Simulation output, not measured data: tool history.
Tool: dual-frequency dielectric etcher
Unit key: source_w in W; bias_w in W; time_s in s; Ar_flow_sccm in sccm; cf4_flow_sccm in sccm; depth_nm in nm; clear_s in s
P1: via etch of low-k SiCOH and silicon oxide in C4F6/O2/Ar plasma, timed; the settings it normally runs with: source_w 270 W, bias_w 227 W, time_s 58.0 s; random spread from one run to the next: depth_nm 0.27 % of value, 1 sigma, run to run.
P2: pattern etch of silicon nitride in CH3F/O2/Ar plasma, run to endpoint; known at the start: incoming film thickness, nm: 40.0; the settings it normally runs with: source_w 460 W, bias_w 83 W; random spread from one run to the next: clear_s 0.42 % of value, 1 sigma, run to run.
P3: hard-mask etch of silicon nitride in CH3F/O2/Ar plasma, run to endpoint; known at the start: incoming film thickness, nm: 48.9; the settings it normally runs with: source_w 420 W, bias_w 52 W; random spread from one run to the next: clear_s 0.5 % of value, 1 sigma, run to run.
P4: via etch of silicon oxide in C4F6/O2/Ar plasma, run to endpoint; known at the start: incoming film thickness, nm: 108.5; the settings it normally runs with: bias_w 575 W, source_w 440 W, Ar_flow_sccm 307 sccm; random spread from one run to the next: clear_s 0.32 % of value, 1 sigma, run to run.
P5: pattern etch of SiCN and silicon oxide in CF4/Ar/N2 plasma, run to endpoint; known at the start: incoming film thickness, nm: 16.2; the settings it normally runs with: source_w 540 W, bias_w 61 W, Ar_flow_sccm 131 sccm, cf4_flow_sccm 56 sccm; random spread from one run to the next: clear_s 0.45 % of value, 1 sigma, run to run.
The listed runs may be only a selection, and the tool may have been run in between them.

run   hour  process  source_w  bias_w  time_s  Ar_flow_sccm  cf4_flow_sccm  depth_nm  clear_s
  1   14.5       P1       270     227    58.0                                140.500
  2   32.5       P1       270     227    58.0                                140.790
      42.5  -- source power generator calibrated
  3   46.5       P1       270     227    58.0                                141.070
  4   57.5       P1       270     158    58.0                                124.700
  5   72.5       P1       270     297    58.0                                154.530
  6   88.9       P1       160     227    78.0                                155.580
  7  106.8       P1       270     227    76.0                                184.780
  8  117.4       P1       270     161    43.5                                 94.542
  9  128.2       P5       540      45                   131             56             19.396
 10  142.6       P2       460      83                                                  51.398
 11  151.8       P1       270     227    58.0                                141.880
 12  163.1       P1       270     227    58.0                                140.650
 13  175.3       P3       420      52                                                  77.202
 14  185.4       P1       270     227    58.0                                140.640
 15  194.2       P5       540      61                   131             46             18.303
 16  205.3       P5       540      61                   131             56             17.574
 17  220.3       P1       210     227    58.0                                127.940
 18  233.7       P1       270     227    32.0                                 77.939
 19  247.9       P4       440     575                   307                            22.053
 20  258.4       P1       360     227    58.0                                158.030
 21  270.3       P2       560      83                                                  48.020
 22  281.9       P2       460      61                                                  57.357
     296.5  -- wet clean of the chamber
 23  297.1       P4       440     352                   307                            26.527
 24  307.2       P5       540      61                    91             56             16.561
 25  325.1       P2       460      83                                                  51.948
 26  334.0       P5       410      61                   131             56             22.229
 27  345.0       P4       440     575                   187                            20.861

Run 28 comes next. What will it give?
 28  355.4       P3       420      41                                                       ?

Run 28 gave clear_s 82.660 s.
